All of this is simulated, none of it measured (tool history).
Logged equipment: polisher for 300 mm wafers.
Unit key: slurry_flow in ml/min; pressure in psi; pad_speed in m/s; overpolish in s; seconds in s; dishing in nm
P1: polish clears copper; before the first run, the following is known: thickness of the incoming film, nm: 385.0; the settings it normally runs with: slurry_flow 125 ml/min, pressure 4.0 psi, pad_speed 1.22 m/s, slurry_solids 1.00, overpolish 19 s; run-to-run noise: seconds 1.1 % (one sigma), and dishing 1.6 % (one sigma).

| run | hour | slurry_flow | pressure | pad_speed | slurry_solids | overpolish | wafers polished on this pad | hours since the slurry nozzle was cleaned | hours since the head pressure was calibrated | hours since the slurry blender was calibrated | seconds | dishing |
|---|---|---|---|---|---|---|---|---|---|---|---|---|
| 1 | 13.2 | 125 | 4.0 | 1.22 | 1.00 | 19 | 582 | 247.3 | 646.5 | 154.4 | 74.229 | 47.714 |
| 2 | 24.0 | 125 | 2.0 | 1.22 | 1.00 | 19 | 684 | 258.1 | 657.3 | 165.2 | 148.960 | 27.790 |
| 3 | 36.2 | 160 | 4.0 | 1.22 | 1.00 | 19 | 800 | 270.3 | 669.5 | 177.4 | 71.045 | 48.642 |
| 4 | 43.7 | 125 | 4.0 | 1.22 | 1.00 | 19 | 871 | 277.8 | 677.0 | 184.9 | 73.802 | 47.326 |
| 5 | 51.4 | 125 | 4.0 | 0.86 | 0.55 | 19 | 944 | 285.5 | 684.7 | 192.6 | 120.690 | 35.476 |
| 6 | 61.1 | 125 | 4.0 | 1.22 | 1.00 | 19 | 1036 | 295.2 | 694.4 | 202.3 | 74.436 | 47.693 |
| 7 | 69.8 | 125 | 4.0 | 0.74 | 1.00 | 19 | 1118 | 303.9 | 703.1 | 211.0 | 124.230 | 33.983 |
| 8 | 78.7 | 125 | 4.0 | 1.82 | 1.00 | 19 | 1202 | 312.8 | 712.0 | 219.9 | 50.420 | 59.220 |
| 9 | 88.8 | 125 | 4.0 | 1.22 | 1.00 | 19 | 1298 | 322.9 | 722.1 | 230.0 | 76.267 | 47.564 |
| 10 | 95.2 | 125 | 4.0 | 1.22 | 1.00 | 7 | 1359 | 329.3 | 728.5 | 236.4 | 73.992 | 22.996 |
| 11 | 102.2 | 125 | 4.0 | 1.22 | 1.00 | 19 | 1425 | 336.3 | 735.5 | 243.4 | 74.954 | 48.443 |
| 12 | 110.7 | 125 | 5.2 | 1.22 | 1.00 | 19 | 1505 | 344.8 | 744.0 | 251.9 | 56.877 | 56.975 |
| 13 | 120.0 | 125 | 4.0 | 1.22 | 1.40 | 19 | 1593 | 354.1 | 753.3 | 261.2 | 69.077 | 49.246 |
| 14 | 128.1 | 125 | 4.0 | 1.22 | 0.55 | 19 | 1670 | 362.2 | 761.4 | 269.3 | 84.104 | 44.310 |
| 15 | 134.8 | 75 | 4.0 | 1.22 | 1.00 | 19 | 1734 | 368.9 | 768.1 | 276.0 | 84.548 | 43.459 |
| 16 | 144.7 | 125 | 4.0 | 1.64 | 0.60 | 19 | 1827 | 378.8 | 778.0 | 285.9 | 62.241 | 52.122 |
| 17 | 155.3 | 125 | 4.0 | 1.62 | 1.00 | 6 | 1928 | 389.4 | 788.6 | 296.5 | 55.495 | 25.701 |
| 18 | 165.5 | 125 | 4.0 | 1.22 | 1.00 | 34 | 2024 | 399.6 | 798.8 | 306.7 | 75.386 | 63.093 |
| 19 | 172.7 | 125 | 4.0 | 1.22 | 1.00 | 19 | 2093 | 406.8 | 806.0 | 313.9 | 74.504 | 47.076 |

The next listed run, before its measurement:
| 20 | 179.1 | 125 | 4.0 | 1.22 | 1.00 | 19 | 2153 | 413.2 | 812.4 | 320.3 | ? | ? |

{"run 20": {"seconds": 75.854, "dishing": 47.222}}
